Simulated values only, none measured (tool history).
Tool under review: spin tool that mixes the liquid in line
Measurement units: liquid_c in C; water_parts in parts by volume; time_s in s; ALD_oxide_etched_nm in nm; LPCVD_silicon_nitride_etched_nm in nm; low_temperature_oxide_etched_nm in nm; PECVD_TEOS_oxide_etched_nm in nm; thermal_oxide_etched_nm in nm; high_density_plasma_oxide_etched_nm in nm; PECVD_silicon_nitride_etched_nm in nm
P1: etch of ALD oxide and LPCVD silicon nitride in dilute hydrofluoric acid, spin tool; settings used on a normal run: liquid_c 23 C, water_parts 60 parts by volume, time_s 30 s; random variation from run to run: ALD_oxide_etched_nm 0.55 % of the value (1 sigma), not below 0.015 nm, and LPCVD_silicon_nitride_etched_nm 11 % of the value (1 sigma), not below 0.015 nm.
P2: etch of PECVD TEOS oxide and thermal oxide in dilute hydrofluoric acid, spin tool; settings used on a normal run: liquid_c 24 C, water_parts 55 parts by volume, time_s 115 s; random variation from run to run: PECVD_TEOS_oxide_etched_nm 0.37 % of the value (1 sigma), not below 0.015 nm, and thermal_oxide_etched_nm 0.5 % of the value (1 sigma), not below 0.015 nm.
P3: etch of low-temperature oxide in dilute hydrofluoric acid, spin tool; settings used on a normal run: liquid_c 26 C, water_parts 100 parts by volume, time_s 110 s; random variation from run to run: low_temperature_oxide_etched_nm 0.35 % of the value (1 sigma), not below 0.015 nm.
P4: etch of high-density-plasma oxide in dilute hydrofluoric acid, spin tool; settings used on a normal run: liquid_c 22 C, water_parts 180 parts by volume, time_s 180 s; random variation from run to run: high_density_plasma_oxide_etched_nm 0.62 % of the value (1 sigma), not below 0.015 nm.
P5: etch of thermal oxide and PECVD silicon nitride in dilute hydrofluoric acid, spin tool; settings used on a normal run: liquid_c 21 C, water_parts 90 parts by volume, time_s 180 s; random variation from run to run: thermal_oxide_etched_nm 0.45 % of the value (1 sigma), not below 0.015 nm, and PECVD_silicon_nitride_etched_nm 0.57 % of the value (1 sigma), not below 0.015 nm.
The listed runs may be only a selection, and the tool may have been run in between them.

run,hour,process,liquid_c,water_parts,time_s,hours since the thermometer was replaced,hours since the hydrofluoric acid flow meter was replaced,ALD_oxide_etched_nm,LPCVD_silicon_nitride_etched_nm,low_temperature_oxide_etched_nm,PECVD_TEOS_oxide_etched_nm,thermal_oxide_etched_nm,high_density_plasma_oxide_etched_nm,PECVD_silicon_nitride_etched_nm
1,11.6,P1,23,60,30,990.7,188.7,16.711,0.22818,,,,,
2,26.5,P1,17,60,30,1005.6,203.6,13.033,0.13534,,,,,
3,36.3,P3,26,45,110,1015.4,213.4,,,77.916,,,,
4,46.2,P2,24,20,115,1025.3,223.3,,,,56.17,29.43,,
5,61.6,P1,23,60,30,1040.7,238.7,16.663,0.21083,,,,,
6,73.5,P1,23,60,30,1052.6,250.6,16.816,0.21932,,,,,
7,84.5,P1,23,90,55,1063.6,261.6,19.677,0.24984,,,,,
8,101.5,P3,26,100,205,1080.6,278.6,,,60.62,,,,
9,117.2,P1,23,60,15,1096.3,294.3,8.3288,0.14157,,,,,
10,131,P1,28,105,30,1110.1,308.1,10.861,0.15556,,,,,
11,145.2,P2,24,55,115,1124.3,322.3,,,,19.442,10.205,,
12,159.4,P3,19,100,110,1138.5,336.5,,,24.615,,,,
13,170.6,P2,24,55,115,1149.7,347.7,,,,19.531,10.206,,
14,186.5,P4,17,180,180,1165.6,363.6,,,,,,3.569,
15,200.4,P1,23,60,30,1179.5,377.5,16.718,0.2073,,,,,
16,208.7,P1,23,60,55,1187.8,385.8,30.917,0.44317,,,,,
17,218.8,P4,22,320,180,1197.9,395.9,,,,,,2.1506,
18,235.7,P3,26,100,110,1214.8,412.8,,,32.581,,,,
19,244.9,P1,29.5,60,30,1224,422,21.576,0.29341,,,,,
20,254.1,P5,21,90,180,1233.2,431.2,,,,,8.4484,,4.0935
21,271.1,P5,17,90,180,1250.2,448.2,,,,,7.1885,,3.1356
22,280.9,P1,19,60,55,1260,458,25.815,0.30867,,,,,
23,293.3,P4,22,180,180,1272.4,470.4,,,,,,4.3145,
24,302.5,P1,23,60,30,1281.6,479.6,16.76,0.21939,,,,,
25,314.9,P1,23,105,30,1294,492,9.0307,0.098786,,,,,
26,331.3,P2,24,55,15,1310.4,508.4,,,,2.5681,1.3487,,
27,348,P2,29,55,115,1327.1,525.1,,,,23.722,12.517,,
28,365,P5,21,90,25,1344.1,542.1,,,,,1.1575,,0.56116
29,381.9,P5,21,50,180,1361,559,,,,,16.006,,7.2324
30,391,P4,22,180,355,1370.1,568.1,,,,,,8.5893,
31,406.8,P1,23,20,30,1385.9,583.9,52.725,0.66555,,,,,
32,415.5,P1,23,60,30,1394.6,592.6,16.491,0.17423,,,,,
33,431.2,P1,23,60,30,1410.3,608.3,16.252,0.24373,,,,,
34,447.8,P1,23,60,30,1426.9,624.9,16.007,0.175,,,,,
35,463.6,P1,23,60,30,1442.7,640.7,15.906,0.19406,,,,,
36,472.6,P1,23,60,30,1451.7,649.7,15.718,0.21274,,,,,
37,488.2,P1,23,60,30,1467.3,665.3,15.883,0.16517,,,,,
38,496,P1,23,60,30,1475.1,673.1,15.475,0.23028,,,,,
39,506.9,P1,23,60,30,1486,684,15.806,0.17629,,,,,
40,516.2,P1,23,60,30,1495.3,693.3,15.928,0.13885,,,,,

Compared with where it was, what P1 gives has crept away. Each cause listed below fits the log as well as the rest, at the size given for it:
A: hydrofluoric acid flow below the setpoint (%) = 5.64
B: liquid colder than its thermometer reads (K) = 1.52
The gradual shift began around hour 415.5.

Each of the 4 check runs below uses one wafer; its results are left as question marks. Which run tells the causes apart?
check 1,525.5,P4,17,180,345,,,,,,,,?,
check 2,525.5,P2,28,55,60,,,,,,?,?,,
check 3,525.5,P5,17,60,180,,,,,,,?,,?
check 4,525.5,P3,26,45,200,,,,,?,,,,

Expected result of each check under each candidate cause:
check,result,if A,if B
check 1,high_density_plasma_oxide_etched_nm,6.3784,6.4187
check 2,PECVD_TEOS_oxide_etched_nm,11.203,11.228
check 2,thermal_oxide_etched_nm,5.8913,5.9041
check 3,thermal_oxide_etched_nm,10.446,10.404
check 3,PECVD_silicon_nitride_etched_nm,4.3733,4.1522
check 4,low_temperature_oxide_etched_nm,133.25,133.2
Minimum pairwise separation of causes per check, each pair taken at its best-separating result: check 1 0.63 %; check 2 0.22 %; check 3 5.19 %; check 4 0.04 %
Only in check 3 would the causes give clearly different results; in the remaining checks their results would be nearly the same.

After running check 3, the following was obtained: thermal_oxide_etched_nm 10.494 nm; PECVD_silicon_nitride_etched_nm 4.1394 nm. Which cause does this point to?

It is B: liquid colder than its thermometer reads (K).
